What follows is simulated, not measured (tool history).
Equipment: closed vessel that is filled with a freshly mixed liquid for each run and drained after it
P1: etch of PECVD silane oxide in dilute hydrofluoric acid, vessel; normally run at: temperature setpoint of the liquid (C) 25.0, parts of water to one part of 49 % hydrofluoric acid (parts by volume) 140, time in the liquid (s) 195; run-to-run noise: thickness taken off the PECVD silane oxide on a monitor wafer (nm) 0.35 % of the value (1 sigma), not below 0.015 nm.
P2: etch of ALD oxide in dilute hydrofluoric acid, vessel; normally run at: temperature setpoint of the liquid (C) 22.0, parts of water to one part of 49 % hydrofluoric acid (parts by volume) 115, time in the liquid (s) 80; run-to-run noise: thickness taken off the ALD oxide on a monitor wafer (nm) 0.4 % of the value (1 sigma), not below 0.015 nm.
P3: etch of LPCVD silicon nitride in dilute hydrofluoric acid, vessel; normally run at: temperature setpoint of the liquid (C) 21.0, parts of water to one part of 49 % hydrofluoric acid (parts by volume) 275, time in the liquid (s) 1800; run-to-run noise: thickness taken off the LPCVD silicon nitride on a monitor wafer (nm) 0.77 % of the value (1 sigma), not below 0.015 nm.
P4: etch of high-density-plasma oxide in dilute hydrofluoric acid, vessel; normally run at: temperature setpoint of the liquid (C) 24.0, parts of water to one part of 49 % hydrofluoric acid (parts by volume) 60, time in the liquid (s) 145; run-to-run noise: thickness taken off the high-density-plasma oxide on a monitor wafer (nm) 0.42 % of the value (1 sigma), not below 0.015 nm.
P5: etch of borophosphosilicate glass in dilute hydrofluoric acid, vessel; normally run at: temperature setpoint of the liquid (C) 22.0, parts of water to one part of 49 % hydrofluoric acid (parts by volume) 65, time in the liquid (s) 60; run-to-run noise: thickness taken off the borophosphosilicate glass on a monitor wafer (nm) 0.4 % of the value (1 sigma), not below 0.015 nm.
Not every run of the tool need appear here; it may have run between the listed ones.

run,hour,process that ran,temperature setpoint of the liquid (C),parts of water to one part of 49 % hydrofluoric acid (parts by volume),time in the liquid (s),thickness taken off the PECVD silane oxide on a monitor wafer (nm),thickness taken off the borophosphosilicate glass on a monitor wafer (nm),thickness taken off the ALD oxide on a monitor wafer (nm),thickness taken off the LPCVD silicon nitride on a monitor wafer (nm),thickness taken off the high-density-plasma oxide on a monitor wafer (nm)
1,9.8,P1,25.0,140,195,22.2230,,,,
2,19.1,P1,25.0,245,270,15.6590,,,,
3,25.5,P5,22.0,65,60,,44.593,,,
4,35.5,P1,33.0,140,195,29.7690,,,,
5,46.1,P2,22.0,115,80,,,6.5049,,
6,51.6,P2,22.0,115,135,,,11.0500,,
7,57.4,P3,21.0,115,1800,,,,7.4794,
8,68.5,P1,25.0,225,340,22.0510,,,,
9,78.7,P1,25.0,140,30,3.4359,,,,
10,84.1,P1,17.0,140,195,16.1880,,,,
11,95.2,P5,22.0,65,30,,22.366,,,
12,104.0,P3,28.5,275,1800,,,,5.0685,
13,115.1,P3,21.0,275,1800,,,,3.2407,
14,125.6,P1,25.0,140,195,22.2360,,,,
15,131.8,P1,25.0,245,195,11.2810,,,,
16,142.9,P2,22.0,115,80,,,6.4963,,
17,148.4,P3,21.0,275,1800,,,,3.1804,
18,154.7,P1,25.0,25,195,144.9300,,,,
19,163.9,P4,24.0,60,145,,,,,29.010
20,175.4,P1,25.0,140,195,22.2070,,,,
21,180.4,P3,21.0,275,3250,,,,5.7703,
22,190.8,P5,30.0,65,60,,61.795,,,
23,202.3,P1,28.5,200,195,16.5980,,,,
24,212.2,P2,17.0,115,80,,,5.3042,,
25,218.2,P1,25.0,140,195,22.1940,,,,
26,228.4,P5,22.0,115,60,,23.894,,,
27,239.7,P4,24.0,60,240,,,,,48.174
28,248.2,P1,25.0,140,335,38.1880,,,,
29,256.9,P4,31.0,60,145,,,,,38.421
30,264.7,P5,22.0,65,60,,45.015,,,
31,275.4,P4,24.0,60,145,,,,,29.271
32,281.2,P2,22.0,210,80,,,3.1757,,
33,289.2,P4,24.0,80,145,,,,,21.291
34,300.6,P1,25.0,140,195,22.3310,,,,
35,311.0,P1,25.0,140,195,22.8990,,,,
36,321.3,P1,25.0,140,195,23.2650,,,,
37,329.7,P1,25.0,140,195,23.2970,,,,
38,339.8,P1,25.0,140,195,23.4110,,,,
39,346.6,P1,25.0,140,195,23.3930,,,,
40,356.2,P1,25.0,140,195,23.5790,,,,
41,367.6,P1,25.0,140,195,23.7610,,,,
42,374.0,P1,25.0,140,195,23.6420,,,,
43,383.9,P1,25.0,140,195,23.6450,,,,

The log shows P1 creeping away from where it was. Any of the 2 causes listed here, at the size stated for it, fits the log just as well as the others:
A: liquid hotter than its thermometer reads (K) = 1.58
B: hydrofluoric acid flow above the setpoint (%) = 5.26
The process output started creeping at around hour 300.6.

4 check runs are offered, each on 2 wafers whose results are averaged, their results left as question marks. Which one tells the causes apart?
check 1,393.8,P5,29.0,110,60,,?,,,
check 2,393.8,P2,22.0,150,110,,,?,,
check 3,393.8,P4,24.0,80,145,,,,,?
check 4,393.8,P3,21.0,160,1800,,,,?,

Check results expected under each cause:
check,result,if A,if B
check 1,thickness taken off the borophosphosilicate glass on a monitor wafer (nm),34.894,34.893
check 2,thickness taken off the ALD oxide on a monitor wafer (nm),7.0068,6.9954
check 3,thickness taken off the high-density-plasma oxide on a monitor wafer (nm),22.592,22.441
check 4,thickness taken off the LPCVD silicon nitride on a monitor wafer (nm),6.0271,5.7139
Per-check spread between the two closest causes, in the result where they differ most: check 1 0 %; check 2 0.16 %; check 3 0.67 %; check 4 5.34 %
Check 4 tells the causes apart: in the others they would give nearly the same result.

Check 4 was then run and gave: thickness taken off the LPCVD silicon nitride on a monitor wafer (nm) 6.0281. Which cause is it?

The correct cause is A, namely: liquid hotter than its thermometer reads (K).

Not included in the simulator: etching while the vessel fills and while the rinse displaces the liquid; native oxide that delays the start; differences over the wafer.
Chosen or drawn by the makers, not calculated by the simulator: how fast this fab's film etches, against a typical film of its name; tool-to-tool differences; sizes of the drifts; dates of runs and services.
